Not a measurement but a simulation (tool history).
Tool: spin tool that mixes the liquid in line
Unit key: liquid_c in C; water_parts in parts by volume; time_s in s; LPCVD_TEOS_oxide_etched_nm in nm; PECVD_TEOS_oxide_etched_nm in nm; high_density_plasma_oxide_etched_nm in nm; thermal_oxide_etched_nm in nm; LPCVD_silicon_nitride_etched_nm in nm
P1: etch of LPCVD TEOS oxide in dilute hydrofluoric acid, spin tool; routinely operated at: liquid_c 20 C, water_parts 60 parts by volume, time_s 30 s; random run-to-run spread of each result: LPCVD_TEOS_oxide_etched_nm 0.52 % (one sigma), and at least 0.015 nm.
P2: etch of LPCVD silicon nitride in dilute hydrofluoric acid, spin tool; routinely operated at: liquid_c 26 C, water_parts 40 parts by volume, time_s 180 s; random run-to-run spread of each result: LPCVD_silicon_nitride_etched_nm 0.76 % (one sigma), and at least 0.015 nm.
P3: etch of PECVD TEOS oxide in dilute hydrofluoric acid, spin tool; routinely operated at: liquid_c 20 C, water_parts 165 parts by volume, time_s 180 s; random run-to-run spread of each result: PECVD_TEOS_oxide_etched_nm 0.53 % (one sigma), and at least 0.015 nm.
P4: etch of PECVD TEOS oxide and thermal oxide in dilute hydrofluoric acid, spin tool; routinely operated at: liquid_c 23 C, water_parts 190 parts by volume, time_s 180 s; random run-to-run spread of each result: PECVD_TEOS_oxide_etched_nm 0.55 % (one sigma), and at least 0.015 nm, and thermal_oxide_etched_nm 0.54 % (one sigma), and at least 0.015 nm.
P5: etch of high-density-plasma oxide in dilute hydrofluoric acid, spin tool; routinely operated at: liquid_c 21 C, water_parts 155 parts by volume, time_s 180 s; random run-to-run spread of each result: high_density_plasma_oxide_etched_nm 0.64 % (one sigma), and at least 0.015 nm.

run	hour	process	liquid_c	water_parts	time_s	LPCVD_TEOS_oxide_etched_nm	PECVD_TEOS_oxide_etched_nm	high_density_plasma_oxide_etched_nm	thermal_oxide_etched_nm	LPCVD_silicon_nitride_etched_nm
1	9.6	P1	20	60	30	19.224				
2	24.7	P3	20	165	180		13.697			
3	38.9	P5	21	45	180			19.395		
4	55.9	P5	21	155	180			4.8917		
5	64.8	P1	20	60	15	9.6368				
6	80.3	P4	23	45	180		65.259		19.19	
7	97.4	P1	20	60	30	19.109				
8	106.4	P1	20	60	30	19.074				
9	118.8	P3	20	165	180		13.68			
10	133.7	P4	23	190	180		13.248		3.8263	
11	145.6	P2	26	20	180					5.168
12	154.7	P3	20	100	180		24.259			
13	164.4	P2	26	40	180					2.5995
14	177.6	P2	26	40	305					4.4404
15	188.4	P1	20	25	30	48.14				
16	202.8	P1	17	60	30	16.819				
17	219.9	P1	20	60	50	31.761				
18	228.9	P4	18	190	180		10.729		3.184	
19	240.5	P4	23	190	180		13.16		3.8274	
20	253.6	P1	20	60	30	19.057				
21	266	P3	17	165	180		12.245			
22	279.2	P1	20	60	30	19.281				
23	292.3	P1	23.5	60	30	22.181				
24	303.2	P5	17	155	180			4.2259		
# hour 306.2: hydrofluoric acid flow meter replaced
25	321.6	P1	20	105	30	10.379				
26	336.2	P1	20	60	30	19.203				
27	350.2	P2	18	40	180					1.5074
28	364.8	P5	21	155	95			2.5715		
29	379.8	P1	20	20	55	110.18				
30	388.9	P4	23	190	45		3.2653		0.95379	
31	406.8	P3	20	165	15		1.1402			
32	418.8	P1	20	60	30	19.288				
33	433.2	P1	20	60	30	19.391				
34	445.4	P1	20	60	30	19.925				
35	458.2	P1	20	60	30	19.844				
36	474.3	P1	20	60	30	20.312				
37	488.9	P1	20	60	30	20.115				
38	497.3	P1	20	60	30	20.232				
39	508.4	P1	20	60	30	20.304				
40	524.9	P1	20	60	30	20.322				
41	535	P1	20	60	30	20.41				
42	547	P1	20	60	30	20.265				

What P1 gives has crept off from where it sat before. The 2 causes that follow fit the log equally well, each at the size noted:
A: hydrofluoric acid flow above the setpoint (%) = 5.96
B: liquid hotter than its thermometer reads (K) = 1.48
Onset of the creep was near hour 418.8.

You are offered 4 check runs, listed below with question marks in place of their results; each one averages 2 wafers. Which run separates the listed causes by giving clearly different results for each?
check 1	559	P2	21.5	40	260					?
check 2	559	P5	18	155	180			?		
check 3	559	P3	17	165	180		?			
check 4	559	P4	18	50	180		?		?	

Check results expected under each cause:
check	result	if A	if B
check 1	LPCVD_silicon_nitride_etched_nm	2.9705	3.1085
check 2	high_density_plasma_oxide_etched_nm	4.6814	4.6483
check 3	PECVD_TEOS_oxide_etched_nm	13.04	12.949
check 4	PECVD_TEOS_oxide_etched_nm	50.535	50.658
check 4	thermal_oxide_etched_nm	14.757	14.793
Gap, in per cent, between the two causes that each check separates least, read from the result that separates them most: check 1 4.54 %; check 2 0.71 %; check 3 0.71 %; check 4 0.24 %
Only in check 1 would the causes give clearly different results; in the remaining checks their results would be nearly the same.

With check 1 done, the readings were: LPCVD_silicon_nitride_etched_nm 3.1127 nm. Identify which of the listed causes applies.

B is the cause: liquid hotter than its thermometer reads (K).
